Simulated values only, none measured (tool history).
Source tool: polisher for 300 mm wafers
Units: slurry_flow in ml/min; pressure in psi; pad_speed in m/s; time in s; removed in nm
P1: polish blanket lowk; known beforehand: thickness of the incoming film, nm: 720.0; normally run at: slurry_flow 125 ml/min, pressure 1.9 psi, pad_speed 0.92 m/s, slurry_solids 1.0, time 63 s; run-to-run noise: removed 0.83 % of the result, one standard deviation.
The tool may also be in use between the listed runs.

run   hour  slurry_flow  pressure  pad_speed  slurry_solids  time  wafers polished on this pad  hours since the slurry nozzle was cleaned  hours since the head pressure was calibrated  hours since the slurry blender was calibrated  hours since the conditioning disc was replaced  removed
  1    5.4          125       1.9       0.92            1.0    63                          814                                      207.1                                         273.3                                           63.1                                           113.8   24.878
  2   13.7          125       1.9       0.92            1.4    63                          917                                      215.4                                         281.6                                           71.4                                           122.1   29.092
  3   22.4          125       1.2       0.92            1.0    63                         1026                                      224.1                                         290.3                                           80.1                                           130.8   15.716
  4   28.0          125       1.9       0.92            1.0    63                         1096                                      229.7                                         295.9                                           85.7                                           136.4   24.904
  5   33.6          125       1.9       0.92            1.0    91                         1165                                      235.3                                         301.5                                           91.3                                           142.0   36.225
  6   41.2          125       1.9       0.92            1.0    63                         1260                                      242.9                                         309.1                                           98.9                                           149.6   24.716
  7   52.2          125       2.5       0.92            1.0    63                         1397                                      253.9                                         320.1                                          109.9                                           160.6   32.863
  8   59.9          195       1.9       0.92            1.0    63                         1493                                      261.6                                         327.8                                          117.6                                           168.3   26.484
  9   68.0           75       1.9       0.92            1.0    63                         1594                                      269.7                                         335.9                                          125.7                                           176.4   21.904
 10   77.9          125       1.9       0.58            1.0    63                         1717                                      279.6                                         345.8                                          135.6                                           186.3   17.080
      78.2  -- slurry blender recalibrated
 11   88.2          125       1.9       0.92            1.0    63                         1845                                      289.9                                         356.1                                           10.1                                           196.6   24.850
 12   99.6          125       1.9       0.92            1.0    28                         1987                                      301.3                                         367.5                                           21.5                                           208.0   11.156
 13  106.3          125       1.9       0.92            1.0    63                         2071                                      308.0                                         374.2                                           28.2                                           214.7   25.028
 14  117.4          125       1.9       0.50            1.0    41                         2209                                      319.1                                         385.3                                           39.3                                           225.8   10.018
 15  126.1          125       1.9       1.30            1.0    63                         2318                                      327.8                                         394.0                                           48.0                                           234.5   32.878
 16  137.3          125       3.0       1.38            1.0    63                         2457                                      339.0                                         405.2                                           59.2                                           245.7   53.941
 17  146.0          125       1.9       0.92            1.0    63                         2565                                      347.7                                         413.9                                           67.9                                           254.4   24.851
 18  154.9          125       1.9       0.92            1.0    63                         2676                                      356.6                                         422.8                                           76.8                                           263.3   24.721
 19  161.9          125       1.9       0.92            0.5    63                         2764                                      363.6                                         429.8                                           83.8                                           270.3   17.056
 20  172.3          125       1.9       0.92            1.0    63                         2893                                      374.0                                         440.2                                           94.2                                           280.7   25.103

What will run 21 give?
 21  179.5          125       1.9       0.92            1.0    63                         2983                                      381.2                                         447.4                                          101.4                                           287.9        ?

Run 21 gave removed 24.290 nm.
